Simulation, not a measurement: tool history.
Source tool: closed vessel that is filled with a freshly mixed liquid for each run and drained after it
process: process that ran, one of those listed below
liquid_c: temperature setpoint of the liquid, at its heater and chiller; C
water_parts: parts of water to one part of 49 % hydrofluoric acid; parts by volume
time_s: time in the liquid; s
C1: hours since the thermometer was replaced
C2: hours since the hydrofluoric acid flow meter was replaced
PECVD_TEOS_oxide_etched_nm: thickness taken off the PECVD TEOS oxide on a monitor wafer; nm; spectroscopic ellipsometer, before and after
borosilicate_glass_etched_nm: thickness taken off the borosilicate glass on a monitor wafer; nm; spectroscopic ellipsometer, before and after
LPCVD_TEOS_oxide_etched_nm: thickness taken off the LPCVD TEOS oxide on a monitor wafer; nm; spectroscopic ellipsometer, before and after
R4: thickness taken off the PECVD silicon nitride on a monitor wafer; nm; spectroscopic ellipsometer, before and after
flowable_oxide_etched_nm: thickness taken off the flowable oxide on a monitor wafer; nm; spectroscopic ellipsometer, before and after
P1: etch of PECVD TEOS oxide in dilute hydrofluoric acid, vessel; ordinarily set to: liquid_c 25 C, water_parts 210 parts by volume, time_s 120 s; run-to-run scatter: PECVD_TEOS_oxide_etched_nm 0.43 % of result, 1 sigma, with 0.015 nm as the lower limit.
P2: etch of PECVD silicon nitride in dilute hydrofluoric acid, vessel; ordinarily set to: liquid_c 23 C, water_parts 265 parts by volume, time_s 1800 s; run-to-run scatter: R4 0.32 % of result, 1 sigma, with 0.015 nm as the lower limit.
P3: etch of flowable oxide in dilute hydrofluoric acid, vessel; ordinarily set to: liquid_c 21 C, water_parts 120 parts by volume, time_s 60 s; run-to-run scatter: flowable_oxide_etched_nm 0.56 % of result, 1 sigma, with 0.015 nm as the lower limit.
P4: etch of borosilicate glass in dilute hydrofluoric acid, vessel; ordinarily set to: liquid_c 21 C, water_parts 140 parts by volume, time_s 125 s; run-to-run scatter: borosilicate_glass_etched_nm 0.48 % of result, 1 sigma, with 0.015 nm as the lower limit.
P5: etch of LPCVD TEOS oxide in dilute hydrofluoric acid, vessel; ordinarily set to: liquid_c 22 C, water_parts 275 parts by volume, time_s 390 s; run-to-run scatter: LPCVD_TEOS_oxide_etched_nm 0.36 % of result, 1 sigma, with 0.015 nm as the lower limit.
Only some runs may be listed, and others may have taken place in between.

{"run": 1, "hour": 14.1, "process": "P1", "liquid_c": 25, "water_parts": 210, "time_s": 120, "C1": 1796.5, "C2": 625, "PECVD_TEOS_oxide_etched_nm": 12.253}
{"run": 2, "hour": 31.1, "process": "P4", "liquid_c": 21, "water_parts": 140, "time_s": 125, "C1": 1813.5, "C2": 642, "borosilicate_glass_etched_nm": 42.159}
{"run": 3, "hour": 48.7, "process": "P1", "liquid_c": 25, "water_parts": 210, "time_s": 175, "C1": 1831.1, "C2": 659.6, "PECVD_TEOS_oxide_etched_nm": 18.064}
{"run": 4, "hour": 65.5, "process": "P1", "liquid_c": 33, "water_parts": 210, "time_s": 120, "C1": 1847.9, "C2": 676.4, "PECVD_TEOS_oxide_etched_nm": 16.199}
{"run": 5, "hour": 75.3, "process": "P1", "liquid_c": 25, "water_parts": 210, "time_s": 55, "C1": 1857.7, "C2": 686.2, "PECVD_TEOS_oxide_etched_nm": 5.6835}
{"run": 6, "hour": 91.2, "process": "P5", "liquid_c": 22, "water_parts": 275, "time_s": 390, "C1": 1873.6, "C2": 702.1, "LPCVD_TEOS_oxide_etched_nm": 22.152}
{"run": 7, "hour": 106.8, "process": "P2", "liquid_c": 23, "water_parts": 265, "time_s": 3315, "C1": 1889.2, "C2": 717.7, "R4": 65.565}
{"run": 8, "hour": 115.2, "process": "P5", "liquid_c": 22, "water_parts": 275, "time_s": 675, "C1": 1897.6, "C2": 726.1, "LPCVD_TEOS_oxide_etched_nm": 38.26}
{"run": 9, "hour": 132.1, "process": "P2", "liquid_c": 23, "water_parts": 265, "time_s": 1800, "C1": 1914.5, "C2": 743, "R4": 35.352}
{"run": 10, "hour": 148.3, "process": "P4", "liquid_c": 21, "water_parts": 140, "time_s": 125, "C1": 1930.7, "C2": 759.2, "borosilicate_glass_etched_nm": 42.082}
{"run": 11, "hour": 166.8, "process": "P1", "liquid_c": 25, "water_parts": 210, "time_s": 120, "C1": 1949.2, "C2": 777.7, "PECVD_TEOS_oxide_etched_nm": 12.367}
{"run": 12, "hour": 183.3, "process": "P2", "liquid_c": 31, "water_parts": 265, "time_s": 1800, "C1": 1965.7, "C2": 794.2, "R4": 57.852}
{"run": 13, "hour": 198.8, "process": "P4", "liquid_c": 27.5, "water_parts": 140, "time_s": 125, "C1": 1981.2, "C2": 809.7, "borosilicate_glass_etched_nm": 53.574}
{"run": 14, "hour": 208.4, "process": "P1", "liquid_c": 19, "water_parts": 210, "time_s": 120, "C1": 1990.8, "C2": 819.3, "PECVD_TEOS_oxide_etched_nm": 9.8488}
{"run": 15, "hour": 223.8, "process": "P1", "liquid_c": 25, "water_parts": 210, "time_s": 120, "C1": 2006.2, "C2": 834.7, "PECVD_TEOS_oxide_etched_nm": 12.372}
{"run": 16, "hour": 240.8, "process": "P3", "liquid_c": 28.5, "water_parts": 120, "time_s": 60, "C1": 2023.2, "C2": 851.7, "flowable_oxide_etched_nm": 14.335}
{"run": 17, "hour": 250.4, "process": "P1", "liquid_c": 25, "water_parts": 210, "time_s": 120, "C1": 2032.8, "C2": 861.3, "PECVD_TEOS_oxide_etched_nm": 12.303}
{"run": 18, "hour": 264.5, "process": "P1", "liquid_c": 25, "water_parts": 210, "time_s": 120, "C1": 2046.9, "C2": 875.4, "PECVD_TEOS_oxide_etched_nm": 12.257}
{"run": 19, "hour": 276.8, "process": "P3", "liquid_c": 21, "water_parts": 120, "time_s": 60, "C1": 2059.2, "C2": 887.7, "flowable_oxide_etched_nm": 10.725}
{"run": 20, "hour": 285.4, "process": "P5", "liquid_c": 22, "water_parts": 485, "time_s": 390, "C1": 2067.8, "C2": 896.3, "LPCVD_TEOS_oxide_etched_nm": 10.455}
{"run": 21, "hour": 303.5, "process": "P1", "liquid_c": 25, "water_parts": 325, "time_s": 120, "C1": 2085.9, "C2": 914.4, "PECVD_TEOS_oxide_etched_nm": 7.1071}
{"run": 22, "hour": 322.1, "process": "P5", "liquid_c": 26, "water_parts": 275, "time_s": 390, "C1": 2104.5, "C2": 933, "LPCVD_TEOS_oxide_etched_nm": 25.359}
{"run": 23, "hour": 336.6, "process": "P3", "liquid_c": 21, "water_parts": 195, "time_s": 60, "C1": 2119, "C2": 947.5, "flowable_oxide_etched_nm": 6.0817}
{"run": 24, "hour": 348.9, "process": "P5", "liquid_c": 22, "water_parts": 275, "time_s": 390, "C1": 2131.3, "C2": 959.8, "LPCVD_TEOS_oxide_etched_nm": 22.173}
{"run": 25, "hour": 364.4, "process": "P1", "liquid_c": 25, "water_parts": 40, "time_s": 120, "C1": 2146.8, "C2": 975.3, "PECVD_TEOS_oxide_etched_nm": 79.091}
{"run": 26, "hour": 378.5, "process": "P1", "liquid_c": 25, "water_parts": 210, "time_s": 120, "C1": 2160.9, "C2": 989.4, "PECVD_TEOS_oxide_etched_nm": 12.203}

Run 27 is up next; what results do you expect?
{"run": 27, "hour": 388.8, "process": "P4", "liquid_c": 21, "water_parts": 50, "time_s": 125, "C1": 2171.2, "C2": 999.7, "borosilicate_glass_etched_nm": "?"}

Run 27 yielded borosilicate_glass_etched_nm 130.58 nm.
